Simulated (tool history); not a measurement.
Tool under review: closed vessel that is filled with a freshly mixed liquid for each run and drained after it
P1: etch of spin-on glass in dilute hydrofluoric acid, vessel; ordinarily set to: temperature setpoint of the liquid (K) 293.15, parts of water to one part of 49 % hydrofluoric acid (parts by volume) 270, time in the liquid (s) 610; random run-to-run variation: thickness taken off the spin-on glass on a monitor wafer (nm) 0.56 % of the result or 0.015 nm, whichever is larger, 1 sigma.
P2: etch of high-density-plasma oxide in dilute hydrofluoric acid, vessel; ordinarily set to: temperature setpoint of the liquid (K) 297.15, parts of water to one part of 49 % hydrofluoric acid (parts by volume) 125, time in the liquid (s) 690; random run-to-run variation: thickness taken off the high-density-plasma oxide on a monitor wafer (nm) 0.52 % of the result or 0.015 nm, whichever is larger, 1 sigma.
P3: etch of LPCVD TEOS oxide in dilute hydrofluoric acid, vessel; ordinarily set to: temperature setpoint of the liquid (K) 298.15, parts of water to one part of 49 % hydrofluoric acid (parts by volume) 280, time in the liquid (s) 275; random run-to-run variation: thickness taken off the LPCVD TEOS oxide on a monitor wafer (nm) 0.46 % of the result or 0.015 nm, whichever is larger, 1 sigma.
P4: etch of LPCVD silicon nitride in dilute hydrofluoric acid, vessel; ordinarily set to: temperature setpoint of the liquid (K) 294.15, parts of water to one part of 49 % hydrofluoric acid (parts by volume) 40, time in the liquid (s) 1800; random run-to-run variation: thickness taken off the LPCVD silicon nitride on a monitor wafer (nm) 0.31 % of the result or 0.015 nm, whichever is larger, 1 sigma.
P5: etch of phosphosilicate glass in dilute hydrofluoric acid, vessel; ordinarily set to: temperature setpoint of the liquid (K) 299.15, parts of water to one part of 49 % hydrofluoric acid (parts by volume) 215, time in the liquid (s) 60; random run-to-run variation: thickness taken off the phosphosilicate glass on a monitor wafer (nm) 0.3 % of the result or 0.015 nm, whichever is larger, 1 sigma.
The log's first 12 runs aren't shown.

| run | day | process that ran | temperature setpoint of the liquid (K) | parts of water to one part of 49 % hydrofluoric acid (parts by volume) | time in the liquid (s) | thickness taken off the spin-on glass on a monitor wafer (nm) | thickness taken off the LPCVD silicon nitride on a monitor wafer (nm) | thickness taken off the LPCVD TEOS oxide on a monitor wafer (nm) | thickness taken off the phosphosilicate glass on a monitor wafer (nm) | thickness taken off the high-density-plasma oxide on a monitor wafer (nm) |
|---|---|---|---|---|---|---|---|---|---|---|
| 13 | 6.962 | P1 | 293.15 | 270 | 610 | 48.85 |  |  |  |  |
| 14 | 7.638 | P2 | 297.15 | 185 | 690 |  |  |  |  | 22.106 |
| 15 | 8.117 | P3 | 298.15 | 280 | 100 |  |  | 11.573 |  |  |
| 16 | 8.725 | P5 | 290.65 | 215 | 60 |  |  |  | 16.26 |  |
| 17 | 9.125 | P3 | 298.15 | 280 | 275 |  |  | 31.842 |  |  |
| 18 | 9.829 | P1 | 293.15 | 270 | 610 | 49.514 |  |  |  |  |
| 19 | 10.504 | P5 | 299.15 | 215 | 60 |  |  |  | 22.417 |  |
| 20 | 10.838 | P2 | 297.15 | 125 | 265 |  |  |  |  | 13.364 |
| 21 | 11.192 | P3 | 303.15 | 280 | 275 |  |  | 37.349 |  |  |
| 22 | 11.667 | P1 | 290.15 | 455 | 610 | 22.56 |  |  |  |  |
| 23 | 12.292 | P4 | 294.15 | 40 | 1800 |  | 17.091 |  |  |  |

The next listed run, before its measurement:
| 24 | 12.621 | P2 | 304.65 | 125 | 690 |  |  |  |  | ? |

For run 24 the tool returned thickness taken off the high-density-plasma oxide on a monitor wafer (nm) 46.699.

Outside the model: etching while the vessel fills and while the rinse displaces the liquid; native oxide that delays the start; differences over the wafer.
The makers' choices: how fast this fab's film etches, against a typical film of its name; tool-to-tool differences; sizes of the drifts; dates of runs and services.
